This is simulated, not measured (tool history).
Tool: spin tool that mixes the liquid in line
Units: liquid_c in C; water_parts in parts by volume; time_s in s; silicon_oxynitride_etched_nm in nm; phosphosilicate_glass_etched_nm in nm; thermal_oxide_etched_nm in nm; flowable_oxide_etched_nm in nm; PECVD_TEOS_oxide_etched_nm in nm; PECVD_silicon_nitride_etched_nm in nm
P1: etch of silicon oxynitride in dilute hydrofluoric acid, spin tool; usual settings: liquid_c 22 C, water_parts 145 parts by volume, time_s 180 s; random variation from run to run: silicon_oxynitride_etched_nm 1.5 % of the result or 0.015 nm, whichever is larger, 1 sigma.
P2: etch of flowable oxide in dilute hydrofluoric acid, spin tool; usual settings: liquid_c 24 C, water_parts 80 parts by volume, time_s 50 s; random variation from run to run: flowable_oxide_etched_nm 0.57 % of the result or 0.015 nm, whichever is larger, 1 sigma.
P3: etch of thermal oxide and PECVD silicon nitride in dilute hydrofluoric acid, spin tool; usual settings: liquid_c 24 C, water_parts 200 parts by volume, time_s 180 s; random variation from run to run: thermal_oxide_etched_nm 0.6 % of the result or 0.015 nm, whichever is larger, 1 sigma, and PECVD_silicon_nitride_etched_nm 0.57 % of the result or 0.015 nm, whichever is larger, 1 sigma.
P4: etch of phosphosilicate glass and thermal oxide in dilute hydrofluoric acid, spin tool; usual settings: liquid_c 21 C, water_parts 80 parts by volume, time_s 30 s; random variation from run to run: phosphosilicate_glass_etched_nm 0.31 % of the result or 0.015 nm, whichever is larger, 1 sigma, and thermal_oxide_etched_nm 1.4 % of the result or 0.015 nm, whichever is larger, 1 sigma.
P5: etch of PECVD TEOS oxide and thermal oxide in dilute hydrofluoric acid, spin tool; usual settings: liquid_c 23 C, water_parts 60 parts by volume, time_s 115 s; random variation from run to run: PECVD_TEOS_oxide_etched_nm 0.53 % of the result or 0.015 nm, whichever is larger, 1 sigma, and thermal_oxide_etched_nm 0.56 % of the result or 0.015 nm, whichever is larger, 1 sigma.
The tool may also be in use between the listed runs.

| run | day | process | liquid_c | water_parts | time_s | hours since the thermometer was replaced | hours since the hydrofluoric acid flow meter was replaced | silicon_oxynitride_etched_nm | phosphosilicate_glass_etched_nm | thermal_oxide_etched_nm | flowable_oxide_etched_nm | PECVD_TEOS_oxide_etched_nm | PECVD_silicon_nitride_etched_nm |
|---|---|---|---|---|---|---|---|---|---|---|---|---|---|
| 1 | 0.542 | P1 | 22 | 145 | 180 | 1478.6 | 223.9 | 1.50940 |  |  |  |  |  |
| 2 | 0.975 | P4 | 21 | 80 | 30 | 1489.0 | 234.3 |  | 20.342 | 1.6591 |  |  |  |
| 3 | 1.388 | P1 | 22 | 145 | 180 | 1498.9 | 244.2 | 1.57310 |  |  |  |  |  |
| 4 | 1.896 | P1 | 22 | 145 | 180 | 1511.1 | 256.4 | 1.50990 |  |  |  |  |  |
| 5 | 2.400 | P2 | 17 | 80 | 50 | 1523.2 | 268.5 |  |  |  | 12.6550 |  |  |
| 6 | 2.758 | P4 | 21 | 80 | 15 | 1531.8 | 277.1 |  | 10.155 | 0.8231 |  |  |  |
| 7 | 3.379 | P5 | 17 | 60 | 115 | 1546.7 | 292.0 |  |  | 6.4259 |  | 15.0610 |  |
| 8 | 3.667 | P1 | 27 | 145 | 180 | 1553.6 | 298.9 | 1.89690 |  |  |  |  |  |
| 9 | 4.167 | P2 | 24 | 80 | 15 | 1565.6 | 310.9 |  |  |  | 5.0539 |  |  |
| 10 | 4.721 | P1 | 17 | 145 | 50 | 1578.9 | 324.2 | 0.34065 |  |  |  |  |  |
| 11 | 5.254 | P1 | 22 | 145 | 15 | 1591.7 | 337.0 | 0.14506 |  |  |  |  |  |
| 12 | 5.792 | P5 | 23 | 60 | 15 | 1604.6 | 349.9 |  |  | 1.0782 |  | 2.5398 |  |
| 13 | 6.400 | P2 | 24 | 80 | 50 | 1619.2 | 364.5 |  |  |  | 16.8570 |  |  |
| 14 | 6.829 | P5 | 23 | 20 | 115 | 1629.5 | 374.8 |  |  | 26.3840 |  | 61.4000 |  |
| 15 | 7.417 | P4 | 21 | 20 | 30 | 1643.6 | 388.9 |  | 87.366 | 7.1801 |  |  |  |
| 16 | 7.875 | P4 | 17 | 80 | 30 | 1654.6 | 399.9 |  | 17.236 | 1.3862 |  |  |  |
| 17 | 8.446 | P1 | 22 | 195 | 180 | 1668.3 | 413.6 | 1.08900 |  |  |  |  |  |
| 18 | 8.729 | P1 | 22 | 145 | 180 | 1675.1 | 420.4 | 1.49820 |  |  |  |  |  |
| 19 | 9.042 | P2 | 24 | 80 | 50 | 1682.6 | 427.9 |  |  |  | 16.9190 |  |  |
| 20 | 9.550 | P3 | 24 | 200 | 180 | 1694.8 | 440.1 |  |  | 3.9590 |  |  | 4.2430 |
| 21 | 9.858 | P3 | 24 | 325 | 180 | 1702.2 | 447.5 |  |  | 2.1009 |  |  | 2.6068 |

Forecast run 22:
| 22 | 10.479 | P5 | 23 | 60 | 115 | 1717.1 | 462.4 |  |  | ? |  | ? |  |

Run 22 gave thermal_oxide_etched_nm 8.2528 nm, PECVD_TEOS_oxide_etched_nm 19.5850 nm.
